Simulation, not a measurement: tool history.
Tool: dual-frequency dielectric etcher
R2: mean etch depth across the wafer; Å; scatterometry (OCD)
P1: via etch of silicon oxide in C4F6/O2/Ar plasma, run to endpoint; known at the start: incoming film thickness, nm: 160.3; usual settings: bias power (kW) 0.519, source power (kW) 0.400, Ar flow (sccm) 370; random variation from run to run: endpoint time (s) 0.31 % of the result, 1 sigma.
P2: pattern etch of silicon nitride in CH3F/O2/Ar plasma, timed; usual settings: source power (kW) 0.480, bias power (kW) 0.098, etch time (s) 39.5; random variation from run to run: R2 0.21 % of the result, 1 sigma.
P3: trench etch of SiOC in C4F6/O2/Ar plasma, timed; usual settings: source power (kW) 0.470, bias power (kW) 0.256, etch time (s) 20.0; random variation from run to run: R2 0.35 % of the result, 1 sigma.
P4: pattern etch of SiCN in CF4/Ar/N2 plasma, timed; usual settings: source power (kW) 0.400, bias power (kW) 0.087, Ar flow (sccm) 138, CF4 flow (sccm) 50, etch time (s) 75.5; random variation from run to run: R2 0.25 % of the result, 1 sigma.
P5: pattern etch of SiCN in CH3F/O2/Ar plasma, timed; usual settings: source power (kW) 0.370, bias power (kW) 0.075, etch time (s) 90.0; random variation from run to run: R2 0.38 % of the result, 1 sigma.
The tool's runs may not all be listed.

run 1 hour=12.9 | process_that_ran=P1 bias_power_(kW)=0.519 source_power_(kW)=0.400 Ar_flow_(sccm)=370 | endpoint_time_(s)=35.716
run 2 hour=19.1 | process_that_ran=P3 bias_power_(kW)=0.256 source_power_(kW)=0.470 etch_time_(s)=20.0 | R2=486.67
run 3 hour=25.3 | process_that_ran=P1 bias_power_(kW)=0.519 source_power_(kW)=0.490 Ar_flow_(sccm)=370 | endpoint_time_(s)=33.389
run 4 hour=34.5 | process_that_ran=P1 bias_power_(kW)=0.519 source_power_(kW)=0.400 Ar_flow_(sccm)=370 | endpoint_time_(s)=35.846
run 5 hour=46.0 | process_that_ran=P1 bias_power_(kW)=0.519 source_power_(kW)=0.260 Ar_flow_(sccm)=298 | endpoint_time_(s)=41.109
run 6 hour=54.3 | process_that_ran=P3 bias_power_(kW)=0.332 source_power_(kW)=0.470 etch_time_(s)=20.0 | R2=534.77
-- hour=60.8 bias power generator calibrated
run 7 hour=64.7 | process_that_ran=P4 bias_power_(kW)=0.087 source_power_(kW)=0.560 Ar_flow_(sccm)=138 etch_time_(s)=75.5 CF4_flow_(sccm)=50 | R2=793.01
run 8 hour=70.3 | process_that_ran=P5 bias_power_(kW)=0.075 source_power_(kW)=0.500 etch_time_(s)=90.0 | R2=369.34
run 9 hour=83.0 | process_that_ran=P4 bias_power_(kW)=0.087 source_power_(kW)=0.400 Ar_flow_(sccm)=82 etch_time_(s)=75.5 CF4_flow_(sccm)=50 | R2=639.01
run 10 hour=89.2 | process_that_ran=P3 bias_power_(kW)=0.256 source_power_(kW)=0.270 etch_time_(s)=20.0 | R2=395.86
run 11 hour=101.3 | process_that_ran=P1 bias_power_(kW)=0.722 source_power_(kW)=0.400 Ar_flow_(sccm)=370 | endpoint_time_(s)=31.431
run 12 hour=112.5 | process_that_ran=P4 bias_power_(kW)=0.087 source_power_(kW)=0.400 Ar_flow_(sccm)=138 etch_time_(s)=75.5 CF4_flow_(sccm)=50 | R2=590.57
run 13 hour=122.1 | process_that_ran=P5 bias_power_(kW)=0.075 source_power_(kW)=0.370 etch_time_(s)=127.5 | R2=465.35
run 14 hour=128.0 | process_that_ran=P1 bias_power_(kW)=0.519 source_power_(kW)=0.400 Ar_flow_(sccm)=495 | endpoint_time_(s)=36.825
run 15 hour=136.4 | process_that_ran=P1 bias_power_(kW)=0.519 source_power_(kW)=0.400 Ar_flow_(sccm)=274 | endpoint_time_(s)=34.513
run 16 hour=146.1 | process_that_ran=P4 bias_power_(kW)=0.087 source_power_(kW)=0.400 Ar_flow_(sccm)=138 etch_time_(s)=75.5 CF4_flow_(sccm)=70 | R2=624.28
run 17 hour=153.4 | process_that_ran=P1 bias_power_(kW)=0.519 source_power_(kW)=0.400 Ar_flow_(sccm)=370 | endpoint_time_(s)=35.723
run 18 hour=166.0 | process_that_ran=P5 bias_power_(kW)=0.075 source_power_(kW)=0.370 etch_time_(s)=90.0 | R2=329.75
run 19 hour=177.0 | process_that_ran=P2 bias_power_(kW)=0.098 source_power_(kW)=0.310 etch_time_(s)=39.5 | R2=280.45
run 20 hour=184.8 | process_that_ran=P4 bias_power_(kW)=0.060 source_power_(kW)=0.400 Ar_flow_(sccm)=138 etch_time_(s)=75.5 CF4_flow_(sccm)=50 | R2=512.46
run 21 hour=191.7 | process_that_ran=P2 bias_power_(kW)=0.098 source_power_(kW)=0.480 etch_time_(s)=39.5 | R2=330.86
run 22 hour=197.3 | process_that_ran=P4 bias_power_(kW)=0.087 source_power_(kW)=0.400 Ar_flow_(sccm)=138 etch_time_(s)=109.5 CF4_flow_(sccm)=50 | R2=859.58
run 23 hour=209.5 | process_that_ran=P2 bias_power_(kW)=0.058 source_power_(kW)=0.480 etch_time_(s)=39.5 | R2=276.58
run 24 hour=220.9 | process_that_ran=P1 bias_power_(kW)=0.519 source_power_(kW)=0.400 Ar_flow_(sccm)=370 | endpoint_time_(s)=35.833
run 25 hour=232.9 | process_that_ran=P1 bias_power_(kW)=0.519 source_power_(kW)=0.400 Ar_flow_(sccm)=370 | endpoint_time_(s)=35.727
run 26 hour=239.5 | process_that_ran=P1 bias_power_(kW)=0.369 source_power_(kW)=0.400 Ar_flow_(sccm)=370 | endpoint_time_(s)=40.653
run 27 hour=248.3 | process_that_ran=P5 bias_power_(kW)=0.061 source_power_(kW)=0.370 etch_time_(s)=90.0 | R2=303.41
run 28 hour=257.9 | process_that_ran=P3 bias_power_(kW)=0.256 source_power_(kW)=0.470 etch_time_(s)=12.0 | R2=292.02
run 29 hour=270.4 | process_that_ran=P2 bias_power_(kW)=0.098 source_power_(kW)=0.480 etch_time_(s)=50.0 | R2=418.73
run 30 hour=282.7 | process_that_ran=P3 bias_power_(kW)=0.256 source_power_(kW)=0.470 etch_time_(s)=20.0 | R2=487.44
run 31 hour=288.6 | process_that_ran=P1 bias_power_(kW)=0.519 source_power_(kW)=0.250 Ar_flow_(sccm)=370 | endpoint_time_(s)=42.475
run 32 hour=300.6 | process_that_ran=P1 bias_power_(kW)=0.519 source_power_(kW)=0.400 Ar_flow_(sccm)=370 | endpoint_time_(s)=35.583

Forecast run 33:
run 33 hour=307.5 | process_that_ran=P1 bias_power_(kW)=0.519 source_power_(kW)=0.400 Ar_flow_(sccm)=370 | endpoint_time_(s)=?

Run 33 gave endpoint time (s) 35.463.
